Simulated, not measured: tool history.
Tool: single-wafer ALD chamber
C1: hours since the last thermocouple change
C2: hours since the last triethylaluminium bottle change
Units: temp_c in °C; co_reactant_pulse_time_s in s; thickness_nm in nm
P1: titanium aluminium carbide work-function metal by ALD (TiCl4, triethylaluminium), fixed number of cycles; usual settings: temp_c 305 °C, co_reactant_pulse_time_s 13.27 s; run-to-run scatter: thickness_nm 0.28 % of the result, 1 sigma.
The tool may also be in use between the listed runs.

run 1 day=0.5 | temp_c=305 co_reactant_pulse_time_s=13.27 | C1=885.1 C2=569.1 | thickness_nm=2.0707
run 2 day=0.788 | temp_c=305 co_reactant_pulse_time_s=13.27 | C1=892 C2=576 | thickness_nm=2.0689
run 3 day=1.379 | temp_c=305 co_reactant_pulse_time_s=13.27 | C1=906.2 C2=590.2 | thickness_nm=2.0709
run 4 day=1.667 | temp_c=305 co_reactant_pulse_time_s=7.92 | C1=913.1 C2=597.1 | thickness_nm=1.9542
run 5 day=2.138 | temp_c=280 co_reactant_pulse_time_s=13.27 | C1=924.4 C2=608.4 | thickness_nm=1.8453
run 6 day=2.521 | temp_c=329 co_reactant_pulse_time_s=13.27 | C1=933.6 C2=617.6 | thickness_nm=2.2752
run 7 day=3.096 | temp_c=305 co_reactant_pulse_time_s=13.27 | C1=947.4 C2=631.4 | thickness_nm=2.0598
run 8 day=3.558 | temp_c=305 co_reactant_pulse_time_s=13.27 | C1=958.5 C2=642.5 | thickness_nm=2.0716
run 9 day=3.842 | temp_c=292 co_reactant_pulse_time_s=20.33 | C1=965.3 C2=649.3 | thickness_nm=1.9693
run 10 day=4.433 | temp_c=305 co_reactant_pulse_time_s=20.7 | C1=979.5 C2=663.5 | thickness_nm=2.0974
run 11 day=4.925 | temp_c=305 co_reactant_pulse_time_s=13.27 | C1=991.3 C2=675.3 | thickness_nm=2.0698
run 12 day=5.421 | temp_c=305 co_reactant_pulse_time_s=13.27 | C1=1003.2 C2=687.2 | thickness_nm=2.0621
run 13 day=6.05 | temp_c=305 co_reactant_pulse_time_s=13.27 | C1=1018.3 C2=702.3 | thickness_nm=2.0501
run 14 day=6.667 | temp_c=305 co_reactant_pulse_time_s=13.27 | C1=1033.1 C2=717.1 | thickness_nm=2.0284
run 15 day=7.158 | temp_c=305 co_reactant_pulse_time_s=13.27 | C1=1044.9 C2=728.9 | thickness_nm=2.0384
run 16 day=7.604 | temp_c=305 co_reactant_pulse_time_s=13.27 | C1=1055.6 C2=739.6 | thickness_nm=2.0182
run 17 day=7.921 | temp_c=305 co_reactant_pulse_time_s=13.27 | C1=1063.2 C2=747.2 | thickness_nm=2.0321
run 18 day=8.279 | temp_c=305 co_reactant_pulse_time_s=13.27 | C1=1071.8 C2=755.8 | thickness_nm=2.0373
run 19 day=8.592 | temp_c=305 co_reactant_pulse_time_s=13.27 | C1=1079.3 C2=763.3 | thickness_nm=2.0353
run 20 day=9.158 | temp_c=305 co_reactant_pulse_time_s=13.27 | C1=1092.9 C2=776.9 | thickness_nm=2.0371

What P1 gives has crept away from where it was. These 2 causes fit the log equally well, each at the size given:
A: triethylaluminium dose below that of a fresh bottle (%) = 23.1
B: wafer temperature below the value expected at the setpoint (K) = 4.59
The creep began at about day 4.925.

4 check runs are offered, one wafer each, their results left as question marks. Which one tells the causes apart?
run check 1 day=9.725 | temp_c=305 co_reactant_pulse_time_s=9.57 | thickness_nm=?
run check 2 day=9.725 | temp_c=287 co_reactant_pulse_time_s=13.27 | thickness_nm=?
run check 3 day=9.725 | temp_c=296 co_reactant_pulse_time_s=13.27 | thickness_nm=?
run check 4 day=9.725 | temp_c=282 co_reactant_pulse_time_s=13.27 | thickness_nm=?

What each check would give under each cause:
check=check_1 result=thickness_nm if_A=1.9272 if_B=1.976
check=check_2 result=thickness_nm if_A=1.8758 if_B=1.8733
check=check_3 result=thickness_nm if_A=1.9529 if_B=1.9516
check=check_4 result=thickness_nm if_A=1.8332 if_B=1.8301
How far apart the two closest causes lie, in the result that separates them most: check 1 2.5 %; check 2 0.13 %; check 3 0.07 %; check 4 0.17 %
Only check 1 tells the causes apart: in the others they would give nearly the same result.

Check 1 was then run and gave: thickness_nm 1.9754 nm. Which cause is it?

It is B: wafer temperature below the value expected at the setpoint (K).

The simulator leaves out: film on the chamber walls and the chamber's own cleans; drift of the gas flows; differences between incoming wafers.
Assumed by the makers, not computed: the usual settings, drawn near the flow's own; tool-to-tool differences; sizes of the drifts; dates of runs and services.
